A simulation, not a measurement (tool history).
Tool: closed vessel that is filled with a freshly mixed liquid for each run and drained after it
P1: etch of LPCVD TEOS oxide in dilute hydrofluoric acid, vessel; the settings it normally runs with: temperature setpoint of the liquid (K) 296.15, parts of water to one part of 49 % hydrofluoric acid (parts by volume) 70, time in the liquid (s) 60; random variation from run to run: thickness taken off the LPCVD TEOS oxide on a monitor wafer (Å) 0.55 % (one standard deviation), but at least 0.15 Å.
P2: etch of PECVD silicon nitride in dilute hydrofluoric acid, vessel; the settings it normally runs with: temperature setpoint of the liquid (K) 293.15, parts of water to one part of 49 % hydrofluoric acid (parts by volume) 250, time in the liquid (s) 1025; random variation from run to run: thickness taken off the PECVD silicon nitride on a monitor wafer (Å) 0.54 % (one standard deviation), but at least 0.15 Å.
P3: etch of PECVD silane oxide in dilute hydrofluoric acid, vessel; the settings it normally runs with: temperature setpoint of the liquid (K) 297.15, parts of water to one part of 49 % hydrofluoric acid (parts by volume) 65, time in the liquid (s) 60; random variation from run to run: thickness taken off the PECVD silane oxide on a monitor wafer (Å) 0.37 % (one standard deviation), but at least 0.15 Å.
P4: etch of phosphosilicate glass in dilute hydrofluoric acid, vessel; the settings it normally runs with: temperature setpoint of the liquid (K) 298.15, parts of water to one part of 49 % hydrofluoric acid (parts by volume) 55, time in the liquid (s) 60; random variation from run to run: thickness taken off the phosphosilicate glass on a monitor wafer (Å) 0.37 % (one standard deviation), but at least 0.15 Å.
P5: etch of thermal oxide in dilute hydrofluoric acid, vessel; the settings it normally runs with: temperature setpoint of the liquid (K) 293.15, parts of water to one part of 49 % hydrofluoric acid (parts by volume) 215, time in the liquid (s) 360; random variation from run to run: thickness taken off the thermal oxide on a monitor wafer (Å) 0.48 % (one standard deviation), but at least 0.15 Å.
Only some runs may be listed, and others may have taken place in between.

run   hour  process that ran  temperature setpoint of the liquid (K)  parts of water to one part of 49 % hydrofluoric acid (parts by volume)  time in the liquid (s)  thickness taken off the LPCVD TEOS oxide on a monitor wafer (Å)  thickness taken off the PECVD silane oxide on a monitor wafer (Å)  thickness taken off the thermal oxide on a monitor wafer (Å)  thickness taken off the phosphosilicate glass on a monitor wafer (Å)  thickness taken off the PECVD silicon nitride on a monitor wafer (Å)
  1    6.3                P1                                  296.15                                                                      70                      60                                                           236.63
  2   18.8                P1                                  291.65                                                                      70                     100                                                           324.34
  3   26.8                P1                                  296.15                                                                      70                      60                                                            235.7
  4   35.1                P3                                  297.15                                                                     110                      60                                                                                                                              105.66
  5   45.4                P3                                  297.15                                                                      65                      30                                                                                                                              95.573
  6   51.6                P5                                  290.15                                                                     215                     360                                                                                                                                                                                            54.519
  7   61.8                P1                                  290.65                                                                      95                      60                                                           133.25
  8     69                P1                                  296.15                                                                      70                     105                                                           414.69
  9   74.9                P1                                  296.15                                                                      70                      30                                                           118.34
 10   86.1                P5                                  293.15                                                                      85                     360                                                                                                                                                                                            177.79
 11   98.9                P3                                  297.15                                                                      65                      60                                                                                                                              189.57
 12  110.8                P1                                  296.15                                                                      70                      60                                                            233.8
 13  123.2                P1                                  303.65                                                                      70                      60                                                            313.6
 14  134.6                P4                                  305.65                                                                      55                      60                                                                                                                                                                                                                                                                  2145.7
 15  147.6                P5                                  293.15                                                                     215                     360                                                                                                                                                                                            61.315
 16  154.2                P4                                  298.15                                                                      55                      60                                                                                                                                                                                                                                                                  1593.6
 17  166.3                P1                                  296.15                                                                      70                      60                                                           234.18
 18    176                P1                                  296.15                                                                      70                      60                                                           232.48
 19  186.1                P1                                  296.15                                                                     110                      60                                                            142.6
 20  194.3                P2                                  293.15                                                                     250                    2040                                                                                                                                                                                                                                                                                                                                         207.2
 21  200.7                P2                                  293.15                                                                     250                    1025                                                                                                                                                                                                                                                                                                                                        105.33
 22  207.7                P2                                  293.15                                                                     250                    1025                                                                                                                                                                                                                                                                                                                                        106.07
 23  220.1                P2                                  293.15                                                                      90                    1025                                                                                                                                                                                                                                                                                                                                        281.87
 24    227                P4                                  298.15                                                                      55                     105                                                                                                                                                                                                                                                                  2786.5
 25  234.9                P1                                  296.15                                                                      20                      60                                                           876.87
 26  244.4                P4                                  298.15                                                                      20                      60                                                                                                                                                                                                                                                                    4601
 27  254.4                P5                                  293.15                                                                     215                     645                                                                                                                                                                                            108.94
 28  265.8                P2                                  297.15                                                                     250                    1025                                                                                                                                                                                                                                                                                                                                        134.77
 29  275.6                P1                                  290.15                                                                      70                      60                                                           182.08
 30  285.1                P1                                  296.15                                                                      70                      60                                                           234.64
 31  293.4                P3                                  304.65                                                                      65                      60                                                                                                                               255.7
 32  301.5                P5                                  293.15                                                                     215                     360                                                                                                                                                                                            61.162
 33  309.4                P1                                  300.65                                                                      70                     115                                                           540.31
 34  322.1                P1                                  296.15                                                                      70                      60                                                           236.65
 35    330                P1                                  296.15                                                                      70                      60                                                           239.45
 36  339.5                P1                                  296.15                                                                      70                      60                                                           242.49
 37  350.1                P1                                  296.15                                                                      70                      60                                                           245.75
 38    359                P1                                  296.15                                                                      70                      60                                                           248.73
 39  370.7                P1                                  296.15                                                                      70                      60                                                           250.92
 40  381.2                P1                                  296.15                                                                      70                      60                                                           252.15
 41    394                P1                                  296.15                                                                      70                      60                                                           251.81
 42  406.3                P1                                  296.15                                                                      70                      60                                                           253.69

What P1 gives has crept off from where it sat before. The 2 causes that follow fit the log equally well, each at the size noted:
A: hydrofluoric acid flow above the setpoint (%) = 6.94
B: liquid hotter than its thermometer reads (K) = 1.8
Onset of the creep was near hour 322.1.

The check runs listed below each take one wafer, and their results are still question marks. Under which run would the listed causes lead to clearly different results?
check 1  418.6                P3                                  297.15                                                                      65                      60                                                                                                                                   ?
check 2  418.6                P5                                  293.15                                                                     215                     360                                                                                                                                                                                                 ?
check 3  418.6                P2                                  293.15                                                                     250                    1025                                                                                                                                                                                                                                                                                                                                             ?
check 4  418.6                P4                                  298.15                                                                      55                      60                                                                                                                                                                                                                                                                       ?

Predicted outcomes, by check and by cause:
  check                                                                result    if A    if B
check 1     thickness taken off the PECVD silane oxide on a monitor wafer (Å)   204.1  204.11
check 2          thickness taken off the thermal oxide on a monitor wafer (Å)   66.74  65.915
check 3  thickness taken off the PECVD silicon nitride on a monitor wafer (Å)  111.96  117.72
check 4  thickness taken off the phosphosilicate glass on a monitor wafer (Å)  1716.8    1718
Distance between the nearest two causes, measured in the result of the check that separates them most: check 1 0 %; check 2 1.24 %; check 3 5.01 %; check 4 0.07 %
Of the check runs offered, only check 3 discriminates between the causes; the rest would read about the same regardless of which cause applies.

Check 3 was then run and gave: thickness taken off the PECVD silicon nitride on a monitor wafer (Å) 111.74. Which cause is it?

It is A: hydrofluoric acid flow above the setpoint (%).
